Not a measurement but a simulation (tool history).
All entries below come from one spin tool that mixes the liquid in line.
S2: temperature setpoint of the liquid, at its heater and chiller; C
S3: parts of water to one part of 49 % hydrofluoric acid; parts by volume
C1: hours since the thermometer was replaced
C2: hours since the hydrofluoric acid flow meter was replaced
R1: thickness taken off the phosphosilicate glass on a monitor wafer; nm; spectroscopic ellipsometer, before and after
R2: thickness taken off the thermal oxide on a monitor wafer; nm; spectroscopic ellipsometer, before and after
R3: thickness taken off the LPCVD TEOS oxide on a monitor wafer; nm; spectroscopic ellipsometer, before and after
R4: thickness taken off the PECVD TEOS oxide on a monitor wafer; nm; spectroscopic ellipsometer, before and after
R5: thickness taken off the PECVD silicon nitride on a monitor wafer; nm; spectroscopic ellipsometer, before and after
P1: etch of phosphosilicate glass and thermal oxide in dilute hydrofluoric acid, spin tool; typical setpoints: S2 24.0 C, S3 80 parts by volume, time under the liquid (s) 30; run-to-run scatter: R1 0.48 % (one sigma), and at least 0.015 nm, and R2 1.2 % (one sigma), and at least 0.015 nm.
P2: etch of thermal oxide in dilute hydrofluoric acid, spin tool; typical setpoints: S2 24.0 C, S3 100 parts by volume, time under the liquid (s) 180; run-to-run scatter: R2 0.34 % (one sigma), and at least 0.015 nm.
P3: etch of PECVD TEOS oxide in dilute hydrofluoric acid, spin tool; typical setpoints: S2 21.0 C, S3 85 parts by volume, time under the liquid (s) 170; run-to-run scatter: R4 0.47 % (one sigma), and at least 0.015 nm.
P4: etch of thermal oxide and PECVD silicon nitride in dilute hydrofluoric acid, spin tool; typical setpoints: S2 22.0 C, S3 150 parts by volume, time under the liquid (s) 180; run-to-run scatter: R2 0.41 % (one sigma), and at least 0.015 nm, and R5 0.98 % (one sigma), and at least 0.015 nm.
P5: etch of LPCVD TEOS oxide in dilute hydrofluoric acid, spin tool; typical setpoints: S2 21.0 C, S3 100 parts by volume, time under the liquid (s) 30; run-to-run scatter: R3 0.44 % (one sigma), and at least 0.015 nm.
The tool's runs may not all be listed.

Run 1, hour 3.7: process that ran P1, S2 24.0 C, S3 80 parts by volume, time under the liquid (s) 30; C1 456.6; C2 353.3. Result: R1 60.782 nm, R2 1.95250 nm.
Run 2, hour 11.2: process that ran P5, S2 21.0 C, S3 100 parts by volume, time under the liquid (s) 50; C1 464.1; C2 360.8. Result: R3 10.0950 nm.
Run 3, hour 19.2: process that ran P1, S2 24.0 C, S3 80 parts by volume, time under the liquid (s) 15; C1 472.1; C2 368.8. Result: R1 30.469 nm, R2 0.97437 nm.
Run 4, hour 26.9: process that ran P1, S2 24.0 C, S3 80 parts by volume, time under the liquid (s) 30; C1 479.8; C2 376.5. Result: R1 60.596 nm, R2 1.91690 nm.
Run 5, hour 32.3: process that ran P5, S2 21.0 C, S3 100 parts by volume, time under the liquid (s) 30; C1 485.2; C2 381.9. Result: R3 6.0594 nm.
Run 6, hour 40.2: process that ran P3, S2 21.0 C, S3 115 parts by volume, time under the liquid (s) 170; C1 493.1; C2 389.8. Result: R4 27.9290 nm.
Run 7, hour 47.3: process that ran P2, S2 24.0 C, S3 100 parts by volume, time under the liquid (s) 75; C1 500.2; C2 396.9. Result: R2 3.60600 nm.
Run 8, hour 52.9: process that ran P4, S2 22.0 C, S3 45 parts by volume, time under the liquid (s) 180; C1 505.8; C2 402.5. Result: R2 19.71100 nm, R5 8.5853 nm.
Run 9, hour 58.7: process that ran P1, S2 17.0 C, S3 30 parts by volume, time under the liquid (s) 30; C1 511.6; C2 408.3. Result: R1 127.490 nm, R2 4.22930 nm.
Run 10, hour 65.9: process that ran P3, S2 21.0 C, S3 85 parts by volume, time under the liquid (s) 35; C1 518.8; C2 415.5. Result: R4 8.0138 nm.
Run 11, hour 73.3: process that ran P4, S2 22.0 C, S3 150 parts by volume, time under the liquid (s) 340; C1 526.2; C2 422.9. Result: R2 9.91620 nm, R5 4.9435 nm.
Run 12, hour 80.0: process that ran P3, S2 21.0 C, S3 85 parts by volume, time under the liquid (s) 170; C1 532.9; C2 429.6. Result: R4 39.1100 nm.
Run 13, hour 85.8: process that ran P5, S2 21.0 C, S3 170 parts by volume, time under the liquid (s) 30; C1 538.7; C2 435.4. Result: R3 3.2735 nm.
Run 14, hour 93.4: process that ran P3, S2 29.0 C, S3 85 parts by volume, time under the liquid (s) 170; C1 546.3; C2 443.0. Result: R4 53.6740 nm.
Run 15, hour 100.5: process that ran P1, S2 24.0 C, S3 80 parts by volume, time under the liquid (s) 30; C1 553.4; C2 450.1. Result: R1 60.363 nm, R2 1.96930 nm.
Run 16, hour 107.7: process that ran P2, S2 24.0 C, S3 140 parts by volume, time under the liquid (s) 180; C1 560.6; C2 457.3. Result: R2 5.94340 nm.
Run 17, hour 115.9: process that ran P5, S2 26.5 C, S3 100 parts by volume, time under the liquid (s) 30; C1 568.8; C2 465.5. Result: R3 7.4629 nm.
Run 18, hour 121.8: process that ran P1, S2 24.0 C, S3 120 parts by volume, time under the liquid (s) 30; C1 574.7; C2 471.4. Result: R1 38.377 nm, R2 1.24170 nm.
Run 19, hour 126.2: process that ran P1, S2 29.5 C, S3 80 parts by volume, time under the liquid (s) 30; C1 579.1; C2 475.8. Result: R1 75.283 nm, R2 2.45970 nm.
Run 20, hour 129.8: process that ran P4, S2 22.0 C, S3 150 parts by volume, time under the liquid (s) 180; C1 582.7; C2 479.4. Result: R2 5.23550 nm, R5 2.5922 nm.
Run 21, hour 135.5: process that ran P1, S2 24.0 C, S3 80 parts by volume, time under the liquid (s) 30; C1 588.4; C2 485.1. Result: R1 60.563 nm, R2 1.91590 nm.
Run 22, hour 139.4: process that ran P1, S2 24.0 C, S3 45 parts by volume, time under the liquid (s) 30; C1 592.3; C2 489.0. Result: R1 113.080 nm, R2 3.51640 nm.
Run 23, hour 144.1: process that ran P2, S2 17.0 C, S3 100 parts by volume, time under the liquid (s) 180; C1 597.0; C2 493.7. Result: R2 6.49410 nm.
Run 24, hour 151.7: process that ran P1, S2 24.0 C, S3 80 parts by volume, time under the liquid (s) 45; C1 604.6; C2 501.3. Result: R1 90.729 nm, R2 2.89970 nm.
Run 25, hour 157.0: process that ran P2, S2 24.0 C, S3 100 parts by volume, time under the liquid (s) 180; C1 609.9; C2 506.6. Result: R2 8.62320 nm.
Run 26, hour 162.6: process that ran P1, S2 18.0 C, S3 80 parts by volume, time under the liquid (s) 30; C1 615.5; C2 512.2. Result: R1 47.063 nm, R2 1.52430 nm.
Run 27, hour 170.5: process that ran P4, S2 17.0 C, S3 150 parts by volume, time under the liquid (s) 180; C1 623.4; C2 520.1. Result: R2 4.32280 nm, R5 1.9134 nm.
Run 28, hour 175.8: process that ran P1, S2 24.0 C, S3 80 parts by volume, time under the liquid (s) 30; C1 628.7; C2 525.4. Result: R1 60.571 nm, R2 1.93100 nm.
Run 29, hour 182.8: process that ran P1, S2 24.0 C, S3 80 parts by volume, time under the liquid (s) 30; C1 635.7; C2 532.4. Result: R1 59.174 nm, R2 1.95350 nm.

Estimate the outcome of run 30 from the log above:
Run 30, hour 189.1: process that ran P1, S2 24.0 C, S3 80 parts by volume, time under the liquid (s) 30; C1 642.0; C2 538.7. Result: R1 ?, R2 ?.

{"run 30": {"R1": 58.334, "R2": 1.8544}}
